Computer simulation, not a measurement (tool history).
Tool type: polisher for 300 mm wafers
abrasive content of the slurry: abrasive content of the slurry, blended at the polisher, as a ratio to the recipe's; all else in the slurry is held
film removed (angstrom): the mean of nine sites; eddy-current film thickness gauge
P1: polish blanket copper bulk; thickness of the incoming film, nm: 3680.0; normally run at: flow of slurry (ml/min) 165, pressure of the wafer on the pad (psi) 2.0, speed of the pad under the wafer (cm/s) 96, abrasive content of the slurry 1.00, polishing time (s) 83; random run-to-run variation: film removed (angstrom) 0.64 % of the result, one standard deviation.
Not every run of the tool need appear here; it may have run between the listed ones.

run,hour,flow of slurry (ml/min),pressure of the wafer on the pad (psi),speed of the pad under the wafer (cm/s),abrasive content of the slurry,polishing time (s),wafers polished on this pad,hours since the slurry nozzle was cleaned,hours since the head pressure was calibrated,hours since the slurry blender was calibrated,film removed (angstrom)
1,5.2,165,2.0,96,1.00,83,600,261.2,303.1,114.3,4695.7
2,10.8,165,2.0,96,1.00,52,639,266.8,308.7,119.9,2905.6
3,15.4,165,2.0,96,1.00,83,671,271.4,313.3,124.5,4671.0
4,21.3,165,2.0,96,1.20,61,713,277.3,319.2,130.4,3527.1
5,25.2,165,2.0,96,1.00,83,740,281.2,323.1,134.3,4645.1
6,32.6,165,2.0,72,1.00,83,792,288.6,330.5,141.7,3511.9
7,40.9,110,2.0,96,1.00,83,850,296.9,338.8,150.0,4300.6
# hour 45.4: slurry nozzle cleaned
8,45.7,165,3.1,96,1.00,83,884,0.4,343.6,154.8,7241.7
9,51.6,165,1.0,96,1.00,83,925,6.3,349.5,160.7,2319.7
10,57.2,165,2.0,96,1.35,83,965,11.9,355.1,166.3,4996.6
11,62.3,165,2.0,96,1.00,129,1000,17.0,360.2,171.4,7271.0
12,69.3,165,2.8,58,1.00,83,1050,24.0,367.2,178.4,3923.5
13,73.1,165,2.0,96,0.55,83,1076,27.8,371.0,182.2,4122.8
14,77.0,260,2.0,96,1.00,83,1104,31.7,374.9,186.1,4925.8
15,83.0,165,2.0,96,1.00,83,1146,37.7,380.9,192.1,4667.2
16,90.6,165,2.0,128,1.00,83,1199,45.3,388.5,199.7,6302.2
17,95.9,165,2.0,96,1.00,83,1236,50.6,393.8,205.0,4632.4
18,100.9,165,2.0,96,1.00,83,1272,55.6,398.8,210.0,4501.9
19,105.1,165,2.0,96,1.00,83,1301,59.8,403.0,214.2,4394.7
20,110.1,165,2.0,96,1.00,83,1336,64.8,408.0,219.2,4346.9
# hour 114.9: worn pad replaced by a new one
21,117.0,165,2.0,96,1.00,83,15,71.7,414.9,226.1,4337.8
# hour 120.8: slurry blender recalibrated
22,123.0,165,2.0,96,1.00,83,57,77.7,420.9,2.3,4288.4
23,130.4,165,2.0,96,1.00,83,109,85.1,428.3,9.7,4261.5

P1 no longer gives what it gave before; its output has crept away from where it was. The following 2 causes, each at its listed size, fit the log equally well:
A: slurry flow missing at the pad, % = 36.3
B: head's pressure below its setpoint, % = 8.48
At approximately hour 95.9, the process output began to creep.
What rules out each remaining cause:
removal rate lost through wear of the pad, %: serviced at hour 114.9, after the drift had started, without restoring the earlier output
abrasive missing from the slurry, %: serviced at hour 120.8, after the drift had started, without restoring the earlier output

The list below offers 4 check runs, each averaging the results of 3 wafers, and shows each result as a question mark. For which of them would the listed causes give clearly different results?
check 1,137.8,255,2.0,96,1.00,123,,,,,?
check 2,137.8,165,3.0,96,1.00,83,,,,,?
check 3,137.8,165,1.0,96,0.55,83,,,,,?
check 4,137.8,165,2.0,96,1.00,53,,,,,?

If the cause were each of the candidates in turn, the checks would give the following:
check,result,if A,if B
check 1,film removed (angstrom),6877.8,6678.9
check 2,film removed (angstrom),6387.0,6387.3
check 3,film removed (angstrom),1881.7,1881.8
check 4,film removed (angstrom),2719.0,2719.1
Gap, in per cent, between the two causes that each check separates least, read from the result that separates them most: check 1 2.93 %; check 2 0 %; check 3 0 %; check 4 0 %
Check 1 distinguishes between the causes, while the remaining checks would return nearly the same result for all of them.

Running check 1 produced the following: film removed (angstrom) 6883.6. Which one of the listed causes fits?

It is A: slurry flow missing at the pad, %.
